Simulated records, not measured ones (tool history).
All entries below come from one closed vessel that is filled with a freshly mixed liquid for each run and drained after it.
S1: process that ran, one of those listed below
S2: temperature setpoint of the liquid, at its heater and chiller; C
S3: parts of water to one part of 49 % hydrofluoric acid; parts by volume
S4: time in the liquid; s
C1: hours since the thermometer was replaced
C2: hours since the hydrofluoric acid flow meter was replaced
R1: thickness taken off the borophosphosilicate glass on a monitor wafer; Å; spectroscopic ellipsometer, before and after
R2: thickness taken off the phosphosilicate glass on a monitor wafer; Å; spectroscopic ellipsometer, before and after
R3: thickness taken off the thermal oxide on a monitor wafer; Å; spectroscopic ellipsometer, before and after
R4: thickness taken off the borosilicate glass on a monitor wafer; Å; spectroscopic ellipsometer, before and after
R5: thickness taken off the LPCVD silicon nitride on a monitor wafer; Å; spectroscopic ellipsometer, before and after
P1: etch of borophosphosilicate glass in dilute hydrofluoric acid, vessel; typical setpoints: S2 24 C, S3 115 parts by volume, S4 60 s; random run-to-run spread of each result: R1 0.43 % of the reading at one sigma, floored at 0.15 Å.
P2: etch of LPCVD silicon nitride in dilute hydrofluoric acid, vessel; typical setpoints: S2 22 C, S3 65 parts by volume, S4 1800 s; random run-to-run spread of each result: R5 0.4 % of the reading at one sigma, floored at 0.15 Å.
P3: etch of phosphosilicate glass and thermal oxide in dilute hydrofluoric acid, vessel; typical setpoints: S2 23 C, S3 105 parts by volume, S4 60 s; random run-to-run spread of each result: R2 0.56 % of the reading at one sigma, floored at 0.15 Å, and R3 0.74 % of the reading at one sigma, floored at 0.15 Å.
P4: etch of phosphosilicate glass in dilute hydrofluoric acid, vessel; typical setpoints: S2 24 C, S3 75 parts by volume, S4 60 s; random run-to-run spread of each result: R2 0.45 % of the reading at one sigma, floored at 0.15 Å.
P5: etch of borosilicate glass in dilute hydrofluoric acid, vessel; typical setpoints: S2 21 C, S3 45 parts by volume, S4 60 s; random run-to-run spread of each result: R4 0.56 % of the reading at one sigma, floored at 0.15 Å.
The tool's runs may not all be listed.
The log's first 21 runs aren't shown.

| run | hour | S1 | S2 | S3 | S4 | C1 | C2 | R1 | R2 | R3 | R4 | R5 |
|---|---|---|---|---|---|---|---|---|---|---|---|---|
| 22 | 238.1 | P1 | 24 | 115 | 95 | 974.4 | 606.4 | 567.14 |  |  |  |  |
| 23 | 245.7 | P3 | 23 | 105 | 60 | 982 | 614 |  | 911.74 | 27.554 |  |  |
| 24 | 258.3 | P2 | 22 | 65 | 3525 | 994.6 | 626.6 |  |  |  |  | 261.05 |
| 25 | 268.6 | P1 | 24 | 115 | 60 | 1004.9 | 636.9 | 357.9 |  |  |  |  |
| 26 | 281 | P2 | 22 | 115 | 1800 | 1017.3 | 649.3 |  |  |  |  | 75.911 |
| 27 | 293.5 | P4 | 24 | 75 | 60 | 1029.8 | 661.8 |  | 640.67 |  |  |  |
| 28 | 304.6 | P1 | 24 | 115 | 30 | 1040.9 | 672.9 | 178.48 |  |  |  |  |
| 29 | 314.9 | P1 | 27.5 | 115 | 30 | 1051.2 | 683.2 | 201.51 |  |  |  |  |
| 30 | 325.8 | P3 | 23 | 160 | 60 | 1062.1 | 694.1 |  | 561.33 | 17.342 |  |  |
| 31 | 337.3 | P2 | 29.5 | 65 | 1800 | 1073.6 | 705.6 |  |  |  |  | 217.99 |
| 32 | 345.4 | P4 | 20 | 75 | 60 | 1081.7 | 713.7 |  | 539.79 |  |  |  |
| 33 | 358.7 | P1 | 24 | 50 | 90 | 1095 | 727 | 1335.4 |  |  |  |  |
| 34 | 369.1 | P1 | 29.5 | 115 | 60 | 1105.4 | 737.4 | 437.72 |  |  |  |  |
| 35 | 376.9 | P1 | 24 | 115 | 60 | 1113.2 | 745.2 | 355.29 |  |  |  |  |
| 36 | 392.4 | P1 | 24 | 115 | 60 | 1128.7 | 760.7 | 355.63 |  |  |  |  |
| 37 | 400 | P1 | 24 | 115 | 60 | 1136.3 | 768.3 | 363.35 |  |  |  |  |
| 38 | 406.8 | P1 | 24 | 115 | 60 | 1143.1 | 775.1 | 368.91 |  |  |  |  |
| 39 | 418.9 | P1 | 24 | 115 | 60 | 1155.2 | 787.2 | 372.93 |  |  |  |  |
| 40 | 431.9 | P1 | 24 | 115 | 60 | 1168.2 | 800.2 | 375.92 |  |  |  |  |
| 41 | 440.1 | P1 | 24 | 115 | 60 | 1176.4 | 808.4 | 374.96 |  |  |  |  |
| 42 | 454.5 | P1 | 24 | 115 | 60 | 1190.8 | 822.8 | 377.42 |  |  |  |  |
| 43 | 464.4 | P1 | 24 | 115 | 60 | 1200.7 | 832.7 | 376.9 |  |  |  |  |

Run 44 has not been measured yet. What should we expect?
| 44 | 474.5 | P1 | 24 | 115 | 60 | 1210.8 | 842.8 | ? |  |  |  |  |

{"run 44": {"R1": 379.37}}

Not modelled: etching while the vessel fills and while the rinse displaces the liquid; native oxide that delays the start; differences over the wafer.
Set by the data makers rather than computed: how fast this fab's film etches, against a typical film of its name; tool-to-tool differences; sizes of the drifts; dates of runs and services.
